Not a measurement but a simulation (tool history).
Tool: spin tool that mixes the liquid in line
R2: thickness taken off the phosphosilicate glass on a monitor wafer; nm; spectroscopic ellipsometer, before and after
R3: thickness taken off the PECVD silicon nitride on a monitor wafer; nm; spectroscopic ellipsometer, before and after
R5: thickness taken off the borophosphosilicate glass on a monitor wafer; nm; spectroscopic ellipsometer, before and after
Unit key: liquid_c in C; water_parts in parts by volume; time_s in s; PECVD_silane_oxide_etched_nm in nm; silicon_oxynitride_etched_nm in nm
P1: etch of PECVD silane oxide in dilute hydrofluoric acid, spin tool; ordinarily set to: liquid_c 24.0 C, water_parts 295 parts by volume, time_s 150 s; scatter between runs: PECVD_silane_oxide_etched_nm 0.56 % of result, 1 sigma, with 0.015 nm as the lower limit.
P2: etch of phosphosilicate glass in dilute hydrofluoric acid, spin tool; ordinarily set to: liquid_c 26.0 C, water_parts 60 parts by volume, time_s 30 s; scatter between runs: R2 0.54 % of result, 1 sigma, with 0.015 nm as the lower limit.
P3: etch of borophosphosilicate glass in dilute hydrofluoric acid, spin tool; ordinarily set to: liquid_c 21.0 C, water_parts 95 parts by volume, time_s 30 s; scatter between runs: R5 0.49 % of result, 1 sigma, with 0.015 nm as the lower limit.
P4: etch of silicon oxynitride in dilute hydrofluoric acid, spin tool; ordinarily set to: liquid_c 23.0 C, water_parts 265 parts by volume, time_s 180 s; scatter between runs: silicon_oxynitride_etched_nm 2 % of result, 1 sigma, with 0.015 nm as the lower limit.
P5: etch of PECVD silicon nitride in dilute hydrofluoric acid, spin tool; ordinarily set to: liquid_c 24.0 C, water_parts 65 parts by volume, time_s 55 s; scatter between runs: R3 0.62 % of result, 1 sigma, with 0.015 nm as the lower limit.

run 1 hour=13.0 | process=P1 liquid_c=24.0 water_parts=295 time_s=150 | PECVD_silane_oxide_etched_nm=12.6990
run 2 hour=27.7 | process=P1 liquid_c=32.0 water_parts=295 time_s=150 | PECVD_silane_oxide_etched_nm=16.5570
run 3 hour=41.5 | process=P2 liquid_c=26.0 water_parts=60 time_s=30 | R2=112.420
run 4 hour=51.5 | process=P1 liquid_c=24.0 water_parts=295 time_s=255 | PECVD_silane_oxide_etched_nm=21.3790
run 5 hour=59.6 | process=P5 liquid_c=24.0 water_parts=65 time_s=105 | R3=8.0772
run 6 hour=68.8 | process=P2 liquid_c=26.0 water_parts=95 time_s=30 | R2=68.605
run 7 hour=77.1 | process=P4 liquid_c=23.0 water_parts=390 time_s=180 | silicon_oxynitride_etched_nm=0.80978
run 8 hour=89.2 | process=P1 liquid_c=24.0 water_parts=295 time_s=150 | PECVD_silane_oxide_etched_nm=12.7860
run 9 hour=102.4 | process=P3 liquid_c=26.0 water_parts=95 time_s=30 | R5=20.6310
run 10 hour=116.3 | process=P4 liquid_c=23.0 water_parts=265 time_s=15 | silicon_oxynitride_etched_nm=0.12184
run 11 hour=130.0 | process=P1 liquid_c=17.0 water_parts=75 time_s=150 | PECVD_silane_oxide_etched_nm=47.5330
run 12 hour=139.3 | process=P1 liquid_c=24.0 water_parts=90 time_s=150 | PECVD_silane_oxide_etched_nm=52.4400
run 13 hour=148.4 | process=P2 liquid_c=26.0 water_parts=60 time_s=50 | R2=190.480
run 14 hour=161.1 | process=P1 liquid_c=24.0 water_parts=295 time_s=150 | PECVD_silane_oxide_etched_nm=12.6390
run 15 hour=168.5 | process=P5 liquid_c=24.0 water_parts=65 time_s=55 | R3=4.2332
run 16 hour=177.1 | process=P3 liquid_c=21.0 water_parts=95 time_s=30 | R5=16.7370
run 17 hour=192.1 | process=P2 liquid_c=20.0 water_parts=60 time_s=30 | R2=87.447
run 18 hour=201.5 | process=P4 liquid_c=23.0 water_parts=265 time_s=180 | silicon_oxynitride_etched_nm=1.24720
run 19 hour=209.2 | process=P1 liquid_c=24.0 water_parts=295 time_s=150 | PECVD_silane_oxide_etched_nm=12.7570
run 20 hour=218.6 | process=P1 liquid_c=24.0 water_parts=295 time_s=45 | PECVD_silane_oxide_etched_nm=3.8039
run 21 hour=226.2 | process=P4 liquid_c=31.5 water_parts=265 time_s=180 | silicon_oxynitride_etched_nm=1.80030
run 22 hour=239.9 | process=P5 liquid_c=24.0 water_parts=30 time_s=55 | R3=9.0539
run 23 hour=251.1 | process=P2 liquid_c=26.0 water_parts=60 time_s=30 | R2=112.370
run 24 hour=265.2 | process=P5 liquid_c=29.0 water_parts=65 time_s=55 | R3=5.9075
run 25 hour=275.1 | process=P3 liquid_c=21.0 water_parts=160 time_s=30 | R5=9.3855
run 26 hour=289.5 | process=P3 liquid_c=21.0 water_parts=95 time_s=50 | R5=28.1800
-- hour=291.6 hydrofluoric acid flow meter replaced
run 27 hour=298.2 | process=P4 liquid_c=23.0 water_parts=265 time_s=180 | silicon_oxynitride_etched_nm=1.20760
run 28 hour=308.4 | process=P1 liquid_c=17.0 water_parts=295 time_s=150 | PECVD_silane_oxide_etched_nm=9.7583
run 29 hour=317.9 | process=P1 liquid_c=24.0 water_parts=490 time_s=150 | PECVD_silane_oxide_etched_nm=6.4329
run 30 hour=327.7 | process=P1 liquid_c=24.0 water_parts=295 time_s=150 | PECVD_silane_oxide_etched_nm=12.6050
run 31 hour=338.2 | process=P1 liquid_c=24.0 water_parts=295 time_s=150 | PECVD_silane_oxide_etched_nm=12.8560
run 32 hour=345.1 | process=P1 liquid_c=24.0 water_parts=295 time_s=150 | PECVD_silane_oxide_etched_nm=13.1080
run 33 hour=357.7 | process=P1 liquid_c=24.0 water_parts=295 time_s=150 | PECVD_silane_oxide_etched_nm=13.2200
run 34 hour=373.2 | process=P1 liquid_c=24.0 water_parts=295 time_s=150 | PECVD_silane_oxide_etched_nm=13.3060
run 35 hour=382.5 | process=P1 liquid_c=24.0 water_parts=295 time_s=150 | PECVD_silane_oxide_etched_nm=13.4270
run 36 hour=396.8 | process=P1 liquid_c=24.0 water_parts=295 time_s=150 | PECVD_silane_oxide_etched_nm=13.3210
run 37 hour=409.4 | process=P1 liquid_c=24.0 water_parts=295 time_s=150 | PECVD_silane_oxide_etched_nm=13.4280

The log shows P1 creeping away from where it was. Any of the 2 causes listed here, at the size stated for it, fits the log just as well as the others:
A: hydrofluoric acid flow above the setpoint (%) = 4.17
B: liquid hotter than its thermometer reads (K) = 1.52
The gradual shift began around hour 327.7.

Question marks stand in for the results of the 4 check runs listed below, each run on one wafer. Under which run would the listed causes show clearly different results?
run check 1 hour=422.0 | process=P4 liquid_c=28.5 water_parts=265 time_s=180 | silicon_oxynitride_etched_nm=?
run check 2 hour=422.0 | process=P2 liquid_c=26.0 water_parts=95 time_s=30 | R2=?
run check 3 hour=422.0 | process=P3 liquid_c=24.5 water_parts=155 time_s=30 | R5=?
run check 4 hour=422.0 | process=P5 liquid_c=28.0 water_parts=65 time_s=105 | R3=?

Predicted outcomes, by check and by cause:
check=check_1 result=silicon_oxynitride_etched_nm if_A=1.68570 if_B=1.70660
check=check_2 result=R2 if_A=71.537 if_B=72.486
check=check_3 result=R5 if_A=11.6440 if_B=11.7510
check=check_4 result=R3 if_A=10.9620 if_B=11.6120
Per-check spread between the two closest causes, in the result where they differ most: check 1 1.23 %; check 2 1.32 %; check 3 0.92 %; check 4 5.77 %
Check 4 is the one run that separates the causes; every other check would come out nearly the same whichever cause is at work.

With check 4 done, the readings were: R3 11.6590 nm. Identify which of the listed causes applies.

It is B: liquid hotter than its thermometer reads (K).
